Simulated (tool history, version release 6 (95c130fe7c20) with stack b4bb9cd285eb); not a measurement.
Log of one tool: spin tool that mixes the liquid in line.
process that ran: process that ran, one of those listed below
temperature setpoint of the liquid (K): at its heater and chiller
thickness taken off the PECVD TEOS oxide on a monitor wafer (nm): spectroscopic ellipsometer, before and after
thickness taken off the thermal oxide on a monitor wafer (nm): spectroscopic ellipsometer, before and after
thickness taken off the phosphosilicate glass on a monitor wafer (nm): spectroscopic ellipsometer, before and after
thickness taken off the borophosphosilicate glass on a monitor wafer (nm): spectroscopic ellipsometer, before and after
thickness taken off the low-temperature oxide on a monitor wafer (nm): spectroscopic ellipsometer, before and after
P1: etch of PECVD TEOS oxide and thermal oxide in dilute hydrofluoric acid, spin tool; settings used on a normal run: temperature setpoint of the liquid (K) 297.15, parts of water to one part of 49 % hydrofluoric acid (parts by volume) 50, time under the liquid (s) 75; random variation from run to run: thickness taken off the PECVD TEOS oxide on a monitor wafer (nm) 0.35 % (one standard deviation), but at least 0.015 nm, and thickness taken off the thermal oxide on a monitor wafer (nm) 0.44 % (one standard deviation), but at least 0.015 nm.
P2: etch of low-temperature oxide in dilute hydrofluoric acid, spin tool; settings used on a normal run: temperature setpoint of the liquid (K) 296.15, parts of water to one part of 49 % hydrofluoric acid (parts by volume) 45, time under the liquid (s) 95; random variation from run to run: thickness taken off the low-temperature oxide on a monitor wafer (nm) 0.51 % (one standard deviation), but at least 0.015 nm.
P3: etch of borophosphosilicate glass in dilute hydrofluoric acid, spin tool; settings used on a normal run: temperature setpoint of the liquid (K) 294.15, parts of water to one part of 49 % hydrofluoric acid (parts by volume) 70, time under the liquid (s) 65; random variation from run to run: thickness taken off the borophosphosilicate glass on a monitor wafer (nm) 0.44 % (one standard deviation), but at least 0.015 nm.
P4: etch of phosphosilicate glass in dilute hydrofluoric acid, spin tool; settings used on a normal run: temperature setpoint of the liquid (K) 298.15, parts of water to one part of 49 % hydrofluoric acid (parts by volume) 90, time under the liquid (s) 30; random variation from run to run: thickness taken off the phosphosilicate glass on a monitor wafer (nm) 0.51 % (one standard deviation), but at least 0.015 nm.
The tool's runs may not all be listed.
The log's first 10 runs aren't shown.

run   hour  process that ran  temperature setpoint of the liquid (K)  parts of water to one part of 49 % hydrofluoric acid (parts by volume)  time under the liquid (s)  hours since the thermometer was replaced  hours since the hydrofluoric acid flow meter was replaced  thickness taken off the PECVD TEOS oxide on a monitor wafer (nm)  thickness taken off the thermal oxide on a monitor wafer (nm)  thickness taken off the phosphosilicate glass on a monitor wafer (nm)  thickness taken off the borophosphosilicate glass on a monitor wafer (nm)  thickness taken off the low-temperature oxide on a monitor wafer (nm)
 11   94.4                P2                                  296.15                                                                      45                         95                                    1186.8                                                     1568.2                                                                                                                                                                                                                                                                                                                                                   39.2670
 12  100.5                P2                                  304.65                                                                      45                         95                                    1192.9                                                     1574.3                                                                                                                                                                                                                                                                                                                                                   54.7290
 13  107.7                P1                                  301.15                                                                      50                         75                                    1200.1                                                     1581.5                                                           43.6920                                                         8.7990
 14  116.8                P1                                  297.15                                                                      50                        130                                    1209.2                                                     1590.6                                                           64.9810                                                        13.0130
 15  125.7                P1                                  297.15                                                                      90                         75                                    1218.1                                                     1599.5                                                           19.5830                                                         3.9581
 16  135.8                P4                                  290.15                                                                      90                         30                                    1228.2                                                     1609.6                                                                                                                                                                                                  15.004
 17  142.4                P1                                  297.15                                                                      50                         75                                    1234.8                                                     1616.2                                                           37.3530                                                         7.5597
 18  153.3                P4                                  298.15                                                                      90                         30                                    1245.7                                                     1627.1                                                                                                                                                                                                  20.730
 19  163.5                P2                                  296.15                                                                      45                         20                                    1255.9                                                     1637.3                                                                                                                                                                                                                                                                                                                                                    8.1818
 20  173.5                P2                                  296.15                                                                      30                         95                                    1265.9                                                     1647.3                                                                                                                                                                                                                                                                                                                                                   59.2050
 21  182.1                P1                                  297.15                                                                      50                         75                                    1274.5                                                     1655.9                                                           37.0570                                                         7.5363
 22  187.7                P3                                  294.15                                                                      70                         65                                    1280.1                                                     1661.5                                                                                                                                                                                                                                                                             35.447

Predict the results of run 23:
 23  197.4                P1                                  297.15                                                                      50                         75                                    1289.8                                                     1671.2                                                                 ?                                                              ?

thickness taken off the PECVD TEOS oxide on a monitor wafer (nm): 37.0340
thickness taken off the thermal oxide on a monitor wafer (nm): 7.5179
